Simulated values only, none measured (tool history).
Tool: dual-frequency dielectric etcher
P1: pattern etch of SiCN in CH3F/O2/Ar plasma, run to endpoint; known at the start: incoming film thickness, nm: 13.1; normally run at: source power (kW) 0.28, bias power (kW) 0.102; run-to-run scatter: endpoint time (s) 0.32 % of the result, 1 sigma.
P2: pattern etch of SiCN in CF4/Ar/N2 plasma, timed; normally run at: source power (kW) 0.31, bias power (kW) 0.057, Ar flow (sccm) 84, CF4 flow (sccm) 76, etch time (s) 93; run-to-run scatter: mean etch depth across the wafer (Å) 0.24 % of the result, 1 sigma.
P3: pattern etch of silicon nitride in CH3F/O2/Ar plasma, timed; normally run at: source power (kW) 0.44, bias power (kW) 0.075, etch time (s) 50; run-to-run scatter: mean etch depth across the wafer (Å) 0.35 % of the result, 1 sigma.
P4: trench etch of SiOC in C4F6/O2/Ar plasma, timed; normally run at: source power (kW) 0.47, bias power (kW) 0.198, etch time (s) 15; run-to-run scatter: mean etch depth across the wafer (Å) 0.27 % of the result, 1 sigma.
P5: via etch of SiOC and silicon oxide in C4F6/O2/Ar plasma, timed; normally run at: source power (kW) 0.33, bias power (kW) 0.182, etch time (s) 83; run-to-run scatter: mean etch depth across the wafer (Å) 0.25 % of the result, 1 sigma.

run	day	process that ran	source power (kW)	bias power (kW)	Ar flow (sccm)	CF4 flow (sccm)	etch time (s)	hours since the last wet clean	hours since the last source power generator calibration	hours since the last bias power generator calibration	endpoint time (s)	mean etch depth across the wafer (Å)
1	0.475	P1	0.28	0.102				319.1	1473.1	1639.9	35.542	
2	0.771	P2	0.31	0.057	84	76	55	326.2	1480.2	1647		333.48
3	1.1	P5	0.33	0.182			83	334.1	1488.1	1654.9		839.94
4	1.496	P1	0.28	0.102				343.6	1497.6	1664.4	35.666	
5	1.858	P5	0.33	0.182			104.5	352.3	1506.3	1673.1		1061.8
6	2.3	P1	0.28	0.102				362.9	1516.9	1683.7	35.706	
7	2.704	P5	0.33	0.254			83	372.6	1526.6	1693.4		943.22
8	3.175	P4	0.47	0.198			15	383.9	1537.9	1704.7		339.94
9	3.433	P5	0.27	0.182			83	390.1	1544.1	1710.9		780.1
10	3.817	P4	0.47	0.198			9	399.3	1553.3	1720.1		204.12
11	4.138	P1	0.28	0.102				407	1561	1727.8	35.62	
12	4.454	P3	0.62	0.075			50	414.6	1568.6	1735.4		433.82
13	4.733	P3	0.44	0.075			50	421.3	1575.3	1742.1		383.35
14	5.192	P1	0.35	0.102				432.3	1586.3	1753.1	32.775	
15	5.604	P5	0.33	0.182			83	442.2	1596.2	1763		838.67
16	5.854	P4	0.47	0.141			15	448.2	1602.2	1769		307.58
17	6.179	P4	0.59	0.198			15	456	1610	1776.8		373.08
# day 6.45: bias power generator calibrated
18	6.579	P2	0.38	0.057	84	76	93	465.6	1619.6	3.2		671.31
19	6.929	P2	0.31	0.079	84	76	93	474	1628	11.6		628.32
# day 7.025: wet clean of the chamber
20	7.346	P4	0.47	0.198			15	7.8	1638	21.6		341.07
21	7.725	P2	0.31	0.057	84	98	93	16.9	1647.1	30.7		582.57
22	8.046	P1	0.28	0.102				24.6	1654.8	38.4	35.543	
23	8.488	P2	0.31	0.057	65	76	93	35.2	1665.4	49		583.68
24	8.917	P1	0.28	0.102				45.5	1675.7	59.3	35.554	
25	9.175	P2	0.31	0.057	84	76	93	51.7	1681.9	65.5		560.17
26	9.65	P3	0.44	0.059			50	63.1	1693.3	76.9		353.23
27	10.129	P1	0.28	0.122				74.6	1704.8	88.4	33.257	
28	10.608	P3	0.44	0.075			37	86.1	1716.3	99.9		281.86
29	10.921	P1	0.17	0.102				93.6	1723.8	107.4	42.282	
30	11.354	P1	0.17	0.069				104	1734.2	117.8	49.717	

Forecast run 31:
31	11.688	P1	0.37	0.126				112	1742.2	125.8	?	

{"run 31": {"endpoint time (s)": 29.498}}
